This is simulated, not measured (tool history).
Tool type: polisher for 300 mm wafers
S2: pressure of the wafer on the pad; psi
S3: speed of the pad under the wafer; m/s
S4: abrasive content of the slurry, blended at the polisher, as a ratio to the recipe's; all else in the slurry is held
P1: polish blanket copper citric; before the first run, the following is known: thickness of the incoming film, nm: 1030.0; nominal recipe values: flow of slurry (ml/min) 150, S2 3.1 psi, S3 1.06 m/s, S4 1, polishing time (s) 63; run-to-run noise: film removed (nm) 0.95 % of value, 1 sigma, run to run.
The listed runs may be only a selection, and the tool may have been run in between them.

run 1 hour=7.7 | flow_of_slurry_(ml/min)=150 S2=3.1 S3=1.06 S4=1 polishing_time_(s)=63 | film_removed_(nm)=159.18
run 2 hour=17.5 | flow_of_slurry_(ml/min)=150 S2=3.1 S3=1.06 S4=0.75 polishing_time_(s)=63 | film_removed_(nm)=149.96
run 3 hour=29.5 | flow_of_slurry_(ml/min)=100 S2=2.3 S3=1.06 S4=1 polishing_time_(s)=63 | film_removed_(nm)=107.39
run 4 hour=36.4 | flow_of_slurry_(ml/min)=150 S2=1.7 S3=1.4 S4=1 polishing_time_(s)=63 | film_removed_(nm)=114.11
run 5 hour=44.9 | flow_of_slurry_(ml/min)=150 S2=3.1 S3=1.06 S4=1 polishing_time_(s)=44 | film_removed_(nm)=111.55
run 6 hour=54.8 | flow_of_slurry_(ml/min)=150 S2=3.1 S3=1.06 S4=1 polishing_time_(s)=63 | film_removed_(nm)=156.24
run 7 hour=65.9 | flow_of_slurry_(ml/min)=150 S2=3.1 S3=1.06 S4=1 polishing_time_(s)=63 | film_removed_(nm)=159
run 8 hour=80.1 | flow_of_slurry_(ml/min)=150 S2=3.1 S3=1.06 S4=1 polishing_time_(s)=88 | film_removed_(nm)=219.79
run 9 hour=92.3 | flow_of_slurry_(ml/min)=150 S2=3.1 S3=1.06 S4=1 polishing_time_(s)=63 | film_removed_(nm)=157.56
run 10 hour=106.8 | flow_of_slurry_(ml/min)=150 S2=3.1 S3=1.06 S4=1 polishing_time_(s)=63 | film_removed_(nm)=158.29
run 11 hour=116.2 | flow_of_slurry_(ml/min)=150 S2=1.9 S3=1.06 S4=1 polishing_time_(s)=63 | film_removed_(nm)=99.343
run 12 hour=127.4 | flow_of_slurry_(ml/min)=230 S2=3.1 S3=1.06 S4=1 polishing_time_(s)=63 | film_removed_(nm)=166.81
run 13 hour=142.1 | flow_of_slurry_(ml/min)=150 S2=3.1 S3=1.06 S4=1.35 polishing_time_(s)=63 | film_removed_(nm)=165.8
run 14 hour=150.8 | flow_of_slurry_(ml/min)=150 S2=3.1 S3=1.54 S4=1 polishing_time_(s)=63 | film_removed_(nm)=224.19
run 15 hour=158.5 | flow_of_slurry_(ml/min)=150 S2=3.1 S3=1.06 S4=1 polishing_time_(s)=63 | film_removed_(nm)=155.95
run 16 hour=166.7 | flow_of_slurry_(ml/min)=150 S2=3.1 S3=0.48 S4=1 polishing_time_(s)=63 | film_removed_(nm)=72.357
run 17 hour=181.3 | flow_of_slurry_(ml/min)=150 S2=4 S3=1.06 S4=1 polishing_time_(s)=63 | film_removed_(nm)=202.34
run 18 hour=191.4 | flow_of_slurry_(ml/min)=150 S2=3.1 S3=0.76 S4=0.6 polishing_time_(s)=63 | film_removed_(nm)=102.04
run 19 hour=202.5 | flow_of_slurry_(ml/min)=105 S2=3.1 S3=1.06 S4=1 polishing_time_(s)=63 | film_removed_(nm)=142.65
run 20 hour=211.2 | flow_of_slurry_(ml/min)=150 S2=3.1 S3=1.06 S4=1 polishing_time_(s)=63 | film_removed_(nm)=155.93
run 21 hour=219.3 | flow_of_slurry_(ml/min)=150 S2=3.1 S3=1.06 S4=1 polishing_time_(s)=63 | film_removed_(nm)=157.97
run 22 hour=232.5 | flow_of_slurry_(ml/min)=150 S2=3.1 S3=1.06 S4=1 polishing_time_(s)=63 | film_removed_(nm)=152.17
run 23 hour=241.2 | flow_of_slurry_(ml/min)=150 S2=3.1 S3=1.06 S4=1 polishing_time_(s)=63 | film_removed_(nm)=146.6
run 24 hour=250.6 | flow_of_slurry_(ml/min)=150 S2=3.1 S3=1.06 S4=1 polishing_time_(s)=63 | film_removed_(nm)=147.04
-- hour=253.6 head pressure recalibrated
run 25 hour=261.8 | flow_of_slurry_(ml/min)=150 S2=3.1 S3=1.06 S4=1 polishing_time_(s)=63 | film_removed_(nm)=144.54
-- hour=262.9 slurry blender recalibrated
run 26 hour=270 | flow_of_slurry_(ml/min)=150 S2=3.1 S3=1.06 S4=1 polishing_time_(s)=63 | film_removed_(nm)=142.87
run 27 hour=284 | flow_of_slurry_(ml/min)=150 S2=3.1 S3=1.06 S4=1 polishing_time_(s)=63 | film_removed_(nm)=141.14
run 28 hour=294.1 | flow_of_slurry_(ml/min)=150 S2=3.1 S3=1.06 S4=1 polishing_time_(s)=63 | film_removed_(nm)=143.07

What P1 gives has crept away from where it was. These 2 causes fit the log equally well, each at the size given:
A: slurry flow missing at the pad, % = 36
B: removal rate lost through wear of the pad, % = 9.1
Creep in the process output first set in at about hour 219.3.
The rest of the possible causes, and what rules out each one:
head's pressure below its setpoint, %: serviced after onset, at hour 253.6, with no recovery of the prior output
abrasive missing from the slurry, %: serviced after onset, at hour 262.9, with no recovery of the prior output

Of the 4 check runs below, each run on 5 wafers with the results averaged and each result still a question mark, which one would tell the listed causes apart?
run check 1 hour=304.2 | flow_of_slurry_(ml/min)=150 S2=3.1 S3=1.42 S4=1 polishing_time_(s)=63 | film_removed_(nm)=?
run check 2 hour=304.2 | flow_of_slurry_(ml/min)=230 S2=2.3 S3=1.06 S4=1 polishing_time_(s)=63 | film_removed_(nm)=?
run check 3 hour=304.2 | flow_of_slurry_(ml/min)=150 S2=3.8 S3=1.52 S4=1 polishing_time_(s)=63 | film_removed_(nm)=?
run check 4 hour=304.2 | flow_of_slurry_(ml/min)=150 S2=3.1 S3=0.48 S4=1 polishing_time_(s)=63 | film_removed_(nm)=?

Check results expected under each cause:
check=check_1 result=film_removed_(nm) if_A=190.26 if_B=190.3
check=check_2 result=film_removed_(nm) if_A=117.1 if_B=113.55
check=check_3 result=film_removed_(nm) if_A=248.66 if_B=248.72
check=check_4 result=film_removed_(nm) if_A=66.393 if_B=66.409
Minimum pairwise separation of causes per check, each pair taken at its best-separating result: check 1 0.02 %; check 2 3.08 %; check 3 0.02 %; check 4 0.02 %
Only in check 2 would the causes give clearly different results; in the remaining checks their results would be nearly the same.

Check 2 has now been run. It gave: film removed (nm) 117.44. Which of the candidate causes is it?

It was cause A: slurry flow missing at the pad, %.

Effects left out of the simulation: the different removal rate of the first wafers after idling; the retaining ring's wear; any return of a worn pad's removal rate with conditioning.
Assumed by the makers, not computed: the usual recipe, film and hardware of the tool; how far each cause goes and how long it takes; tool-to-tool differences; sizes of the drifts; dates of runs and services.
